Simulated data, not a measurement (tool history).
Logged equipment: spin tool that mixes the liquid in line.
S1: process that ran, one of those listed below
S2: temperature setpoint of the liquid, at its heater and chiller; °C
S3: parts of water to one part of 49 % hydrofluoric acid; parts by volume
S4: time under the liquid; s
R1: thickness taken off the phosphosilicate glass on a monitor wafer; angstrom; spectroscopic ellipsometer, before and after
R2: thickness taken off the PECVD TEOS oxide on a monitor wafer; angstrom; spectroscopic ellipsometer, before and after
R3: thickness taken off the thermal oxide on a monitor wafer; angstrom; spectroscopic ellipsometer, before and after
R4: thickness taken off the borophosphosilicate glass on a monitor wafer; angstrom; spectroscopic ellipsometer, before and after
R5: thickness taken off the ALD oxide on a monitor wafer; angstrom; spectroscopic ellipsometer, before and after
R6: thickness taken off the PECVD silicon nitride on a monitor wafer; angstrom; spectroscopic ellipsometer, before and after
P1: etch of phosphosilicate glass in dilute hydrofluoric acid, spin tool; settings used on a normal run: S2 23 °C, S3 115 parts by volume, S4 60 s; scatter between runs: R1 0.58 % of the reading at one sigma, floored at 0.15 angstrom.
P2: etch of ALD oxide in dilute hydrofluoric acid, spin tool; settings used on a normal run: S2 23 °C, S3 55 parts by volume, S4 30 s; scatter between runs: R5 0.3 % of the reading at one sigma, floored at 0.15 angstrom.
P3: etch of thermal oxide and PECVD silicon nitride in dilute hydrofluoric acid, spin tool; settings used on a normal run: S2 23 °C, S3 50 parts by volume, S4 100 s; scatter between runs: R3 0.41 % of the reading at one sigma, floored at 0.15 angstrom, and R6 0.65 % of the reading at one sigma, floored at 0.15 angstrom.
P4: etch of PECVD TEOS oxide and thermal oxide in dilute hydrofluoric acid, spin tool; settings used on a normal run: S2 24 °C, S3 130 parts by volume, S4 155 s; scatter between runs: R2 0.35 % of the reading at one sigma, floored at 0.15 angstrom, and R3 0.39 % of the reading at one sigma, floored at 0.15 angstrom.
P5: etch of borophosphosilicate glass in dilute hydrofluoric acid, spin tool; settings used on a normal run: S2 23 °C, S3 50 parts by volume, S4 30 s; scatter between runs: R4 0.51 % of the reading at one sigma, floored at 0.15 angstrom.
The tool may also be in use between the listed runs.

{"run": 1, "hour": 9.4, "S1": "P1", "S2": 23, "S3": 115, "S4": 60, "R1": 311.15}
{"run": 2, "hour": 15.8, "S1": "P4", "S2": 17, "S3": 130, "S4": 155, "R2": 119.46, "R3": 40.598}
{"run": 3, "hour": 24.9, "S1": "P1", "S2": 23, "S3": 35, "S4": 60, "R1": 1117.4}
{"run": 4, "hour": 30.9, "S1": "P4", "S2": 24, "S3": 130, "S4": 155, "R2": 158.74, "R3": 54.05}
{"run": 5, "hour": 40.0, "S1": "P5", "S2": 23, "S3": 50, "S4": 65, "R4": 856.97}
{"run": 6, "hour": 50.0, "S1": "P5", "S2": 23, "S3": 50, "S4": 30, "R4": 399.31}
{"run": 7, "hour": 59.7, "S1": "P2", "S2": 23, "S3": 55, "S4": 15, "R5": 79.475}
{"run": 8, "hour": 67.5, "S1": "P2", "S2": 19, "S3": 55, "S4": 30, "R5": 133.44}
{"run": 9, "hour": 72.1, "S1": "P3", "S2": 23, "S3": 50, "S4": 100, "R3": 92.219, "R6": 34.283}
{"run": 10, "hour": 77.4, "S1": "P1", "S2": 23, "S3": 115, "S4": 60, "R1": 310.94}
{"run": 11, "hour": 86.3, "S1": "P2", "S2": 23, "S3": 55, "S4": 30, "R5": 157.7}
{"run": 12, "hour": 95.1, "S1": "P3", "S2": 18, "S3": 50, "S4": 100, "R3": 74.313, "R6": 24.559}
{"run": 13, "hour": 100.6, "S1": "P3", "S2": 23, "S3": 80, "S4": 100, "R3": 55.017, "R6": 22.003}
{"run": 14, "hour": 108.5, "S1": "P4", "S2": 24, "S3": 130, "S4": 280, "R2": 284.7, "R3": 96.89}
{"run": 15, "hour": 113.3, "S1": "P3", "S2": 23, "S3": 50, "S4": 180, "R3": 165.95, "R6": 63.612}
{"run": 16, "hour": 122.3, "S1": "P1", "S2": 26.5, "S3": 115, "S4": 30, "R1": 176.87}
{"run": 17, "hour": 132.1, "S1": "P1", "S2": 23, "S3": 115, "S4": 60, "R1": 309.28}
{"run": 18, "hour": 140.6, "S1": "P5", "S2": 23, "S3": 50, "S4": 30, "R4": 393.76}
{"run": 19, "hour": 147.7, "S1": "P1", "S2": 23, "S3": 115, "S4": 60, "R1": 312.91}
{"run": 20, "hour": 153.0, "S1": "P2", "S2": 23, "S3": 100, "S4": 30, "R5": 82.03}
{"run": 21, "hour": 158.8, "S1": "P1", "S2": 29, "S3": 115, "S4": 60, "R1": 387.42}
{"run": 22, "hour": 165.0, "S1": "P3", "S2": 23, "S3": 50, "S4": 100, "R3": 91.595, "R6": 34.593}
{"run": 23, "hour": 175.0, "S1": "P4", "S2": 24, "S3": 130, "S4": 155, "R2": 158.05, "R3": 53.546}
{"run": 24, "hour": 183.8, "S1": "P1", "S2": 17, "S3": 115, "S4": 60, "R1": 242.91}
{"run": 25, "hour": 193.3, "S1": "P1", "S2": 23, "S3": 115, "S4": 60, "R1": 312.44}
{"run": 26, "hour": 198.4, "S1": "P1", "S2": 23, "S3": 115, "S4": 90, "R1": 465.89}
{"run": 27, "hour": 203.1, "S1": "P2", "S2": 23, "S3": 55, "S4": 30, "R5": 157.6}
{"run": 28, "hour": 208.5, "S1": "P5", "S2": 23, "S3": 20, "S4": 30, "R4": 1029.2}
{"run": 29, "hour": 215.9, "S1": "P4", "S2": 24, "S3": 20, "S4": 155, "R2": 1179.9, "R3": 401.62}
{"run": 30, "hour": 221.3, "S1": "P1", "S2": 23, "S3": 115, "S4": 15, "R1": 77.426}
{"run": 31, "hour": 230.6, "S1": "P1", "S2": 23, "S3": 205, "S4": 60, "R1": 158.17}
{"run": 32, "hour": 235.6, "S1": "P5", "S2": 17, "S3": 50, "S4": 30, "R4": 308.27}
{"run": 33, "hour": 245.7, "S1": "P1", "S2": 23, "S3": 115, "S4": 60, "R1": 309.66}
{"run": 34, "hour": 255.1, "S1": "P1", "S2": 23, "S3": 115, "S4": 60, "R1": 318.6}
{"run": 35, "hour": 264.9, "S1": "P1", "S2": 23, "S3": 115, "S4": 60, "R1": 327.96}
{"run": 36, "hour": 275.0, "S1": "P1", "S2": 23, "S3": 115, "S4": 60, "R1": 326.68}
{"run": 37, "hour": 282.2, "S1": "P1", "S2": 23, "S3": 115, "S4": 60, "R1": 331.34}

Estimate the outcome of run 38 from the log above:
{"run": 38, "hour": 288.4, "S1": "P1", "S2": 23, "S3": 115, "S4": 60, "R1": "?"}

R1: 329.84 angstrom

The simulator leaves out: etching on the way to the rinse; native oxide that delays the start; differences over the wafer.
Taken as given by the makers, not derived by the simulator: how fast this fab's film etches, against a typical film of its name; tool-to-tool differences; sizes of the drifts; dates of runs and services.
